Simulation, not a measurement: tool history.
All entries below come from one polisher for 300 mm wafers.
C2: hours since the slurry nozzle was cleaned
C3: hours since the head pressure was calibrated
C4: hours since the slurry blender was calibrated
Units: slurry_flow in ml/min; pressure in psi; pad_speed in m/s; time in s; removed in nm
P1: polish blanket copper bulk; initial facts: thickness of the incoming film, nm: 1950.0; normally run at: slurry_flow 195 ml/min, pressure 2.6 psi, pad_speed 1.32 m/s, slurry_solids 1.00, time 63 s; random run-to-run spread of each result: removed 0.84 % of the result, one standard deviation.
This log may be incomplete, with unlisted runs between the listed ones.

{"run": 1, "hour": 8.8, "slurry_flow": 195, "pressure": 2.6, "pad_speed": 1.32, "slurry_solids": 1.0, "time": 63, "wafers polished on this pad": 552, "C2": 151.6, "C3": 587.4, "C4": 133.7, "removed": 667.41}
{"run": 2, "hour": 18.0, "slurry_flow": 195, "pressure": 2.6, "pad_speed": 1.32, "slurry_solids": 1.0, "time": 63, "wafers polished on this pad": 695, "C2": 160.8, "C3": 596.6, "C4": 142.9, "removed": 661.5}
{"run": 3, "hour": 31.1, "slurry_flow": 195, "pressure": 3.3, "pad_speed": 1.32, "slurry_solids": 1.0, "time": 63, "wafers polished on this pad": 898, "C2": 173.9, "C3": 609.7, "C4": 156.0, "removed": 843.62}
{"run": 4, "hour": 38.8, "slurry_flow": 195, "pressure": 2.6, "pad_speed": 2.08, "slurry_solids": 1.0, "time": 63, "wafers polished on this pad": 1017, "C2": 181.6, "C3": 617.4, "C4": 163.7, "removed": 1048.9}
{"run": 5, "hour": 53.8, "slurry_flow": 125, "pressure": 2.6, "pad_speed": 1.32, "slurry_solids": 1.3, "time": 63, "wafers polished on this pad": 1250, "C2": 196.6, "C3": 632.4, "C4": 178.7, "removed": 649.3}
{"run": 6, "hour": 63.6, "slurry_flow": 195, "pressure": 2.6, "pad_speed": 0.68, "slurry_solids": 1.0, "time": 63, "wafers polished on this pad": 1402, "C2": 206.4, "C3": 642.2, "C4": 188.5, "removed": 342.46}
{"run": 7, "hour": 71.3, "slurry_flow": 195, "pressure": 2.6, "pad_speed": 1.32, "slurry_solids": 1.45, "time": 63, "wafers polished on this pad": 1521, "C2": 214.1, "C3": 649.9, "C4": 196.2, "removed": 726.25}
{"hour": 76.5, "done": "head pressure recalibrated"}
{"run": 8, "hour": 84.8, "slurry_flow": 195, "pressure": 2.6, "pad_speed": 1.32, "slurry_solids": 1.0, "time": 63, "wafers polished on this pad": 1730, "C2": 227.6, "C3": 8.3, "C4": 209.7, "removed": 671.92}
{"run": 9, "hour": 97.2, "slurry_flow": 290, "pressure": 2.6, "pad_speed": 1.8, "slurry_solids": 1.0, "time": 63, "wafers polished on this pad": 1923, "C2": 240.0, "C3": 20.7, "C4": 222.1, "removed": 947.31}
{"run": 10, "hour": 112.7, "slurry_flow": 195, "pressure": 1.7, "pad_speed": 1.32, "slurry_solids": 1.0, "time": 63, "wafers polished on this pad": 2163, "C2": 255.5, "C3": 36.2, "C4": 237.6, "removed": 435.51}
{"run": 11, "hour": 128.8, "slurry_flow": 195, "pressure": 2.6, "pad_speed": 1.32, "slurry_solids": 0.5, "time": 63, "wafers polished on this pad": 2413, "C2": 271.6, "C3": 52.3, "C4": 253.7, "removed": 582.03}
{"run": 12, "hour": 141.6, "slurry_flow": 195, "pressure": 2.6, "pad_speed": 1.32, "slurry_solids": 1.0, "time": 36, "wafers polished on this pad": 2611, "C2": 284.4, "C3": 65.1, "C4": 266.5, "removed": 376.49}
{"run": 13, "hour": 150.7, "slurry_flow": 310, "pressure": 2.6, "pad_speed": 1.32, "slurry_solids": 1.0, "time": 63, "wafers polished on this pad": 2752, "C2": 293.5, "C3": 74.2, "C4": 275.6, "removed": 710.24}
{"run": 14, "hour": 162.2, "slurry_flow": 195, "pressure": 2.6, "pad_speed": 1.32, "slurry_solids": 1.0, "time": 63, "wafers polished on this pad": 2931, "C2": 305.0, "C3": 85.7, "C4": 287.1, "removed": 663.62}
{"hour": 177.2, "done": "slurry blender recalibrated"}
{"run": 15, "hour": 177.2, "slurry_flow": 115, "pressure": 2.6, "pad_speed": 1.32, "slurry_solids": 1.0, "time": 63, "wafers polished on this pad": 3163, "C2": 320.0, "C3": 100.7, "C4": 0.0, "removed": 608.74}
{"run": 16, "hour": 188.2, "slurry_flow": 195, "pressure": 2.6, "pad_speed": 1.32, "slurry_solids": 1.0, "time": 93, "wafers polished on this pad": 3334, "C2": 331.0, "C3": 111.7, "C4": 11.0, "removed": 970.43}
{"run": 17, "hour": 201.9, "slurry_flow": 195, "pressure": 2.6, "pad_speed": 1.32, "slurry_solids": 1.0, "time": 63, "wafers polished on this pad": 3546, "C2": 344.7, "C3": 125.4, "C4": 24.7, "removed": 655.94}
{"run": 18, "hour": 210.4, "slurry_flow": 195, "pressure": 2.6, "pad_speed": 1.32, "slurry_solids": 1.0, "time": 63, "wafers polished on this pad": 3678, "C2": 353.2, "C3": 133.9, "C4": 33.2, "removed": 668.32}
{"run": 19, "hour": 218.7, "slurry_flow": 195, "pressure": 2.6, "pad_speed": 1.32, "slurry_solids": 1.0, "time": 63, "wafers polished on this pad": 3807, "C2": 361.5, "C3": 142.2, "C4": 41.5, "removed": 651.48}
{"run": 20, "hour": 230.7, "slurry_flow": 195, "pressure": 2.6, "pad_speed": 1.32, "slurry_solids": 1.0, "time": 63, "wafers polished on this pad": 3993, "C2": 373.5, "C3": 154.2, "C4": 53.5, "removed": 632.57}
{"run": 21, "hour": 238.2, "slurry_flow": 195, "pressure": 2.6, "pad_speed": 1.32, "slurry_solids": 1.0, "time": 63, "wafers polished on this pad": 4109, "C2": 381.0, "C3": 161.7, "C4": 61.0, "removed": 623.41}
{"hour": 243.7, "done": "worn pad replaced by a new one"}
{"hour": 248.5, "done": "head pressure recalibrated"}
{"run": 22, "hour": 249.4, "slurry_flow": 195, "pressure": 2.6, "pad_speed": 1.32, "slurry_solids": 1.0, "time": 63, "wafers polished on this pad": 89, "C2": 392.2, "C3": 1.0, "C4": 72.2, "removed": 622.18}
{"run": 23, "hour": 264.1, "slurry_flow": 195, "pressure": 2.6, "pad_speed": 1.32, "slurry_solids": 1.0, "time": 63, "wafers polished on this pad": 317, "C2": 406.9, "C3": 15.7, "C4": 86.9, "removed": 615.94}
{"run": 24, "hour": 274.0, "slurry_flow": 195, "pressure": 2.6, "pad_speed": 1.32, "slurry_solids": 1.0, "time": 63, "wafers polished on this pad": 471, "C2": 416.8, "C3": 25.6, "C4": 96.8, "removed": 620.93}

The log shows P1 creeping away from where it was. Any of the 2 causes listed here, at the size stated for it, fits the log just as well as the others:
A: abrasive missing from the slurry, % = 29.5
B: slurry flow missing at the pad, % = 35.5
The gradual shift began around hour 210.4.
The rest of the possible causes, and what rules out each one:
removal rate lost through wear of the pad, %: serviced at hour 243.7, which brought nothing back
head's pressure below its setpoint, %: serviced at hour 248.5, which brought nothing back

Which of the 4 check runs listed below, each an average over 5 wafers with its results shown as question marks, gives clearly different results under the different listed causes?
{"run": "check 1", "hour": 283.9, "slurry_flow": 195, "pressure": 2.6, "pad_speed": 1.32, "slurry_solids": 1.45, "time": 63, "removed": "?"}
{"run": "check 2", "hour": 283.9, "slurry_flow": 130, "pressure": 2.6, "pad_speed": 1.78, "slurry_solids": 1.0, "time": 63, "removed": "?"}
{"run": "check 3", "hour": 283.9, "slurry_flow": 195, "pressure": 2.6, "pad_speed": 1.96, "slurry_solids": 1.0, "time": 63, "removed": "?"}
{"run": "check 4", "hour": 283.9, "slurry_flow": 195, "pressure": 2.6, "pad_speed": 0.7, "slurry_solids": 0.55, "time": 63, "removed": "?"}

What each check would give under each cause:
check=check_1 result=removed if_A=667.28 if_B=669.59
check=check_2 result=removed if_A=778.64 if_B=753.85
check=check_3 result=removed if_A=916.42 if_B=916.55
check=check_4 result=removed if_A=290.88 if_B=289.32
How far apart the two closest causes lie, in the result that separates them most: check 1 0.34 %; check 2 3.24 %; check 3 0.01 %; check 4 0.54 %
Of the check runs offered, only check 2 discriminates between the causes; the rest would read about the same regardless of which cause applies.

Running check 2 produced the following: removed 781.45 nm. Which one of the listed causes fits?

The correct cause is A, namely: abrasive missing from the slurry, %.
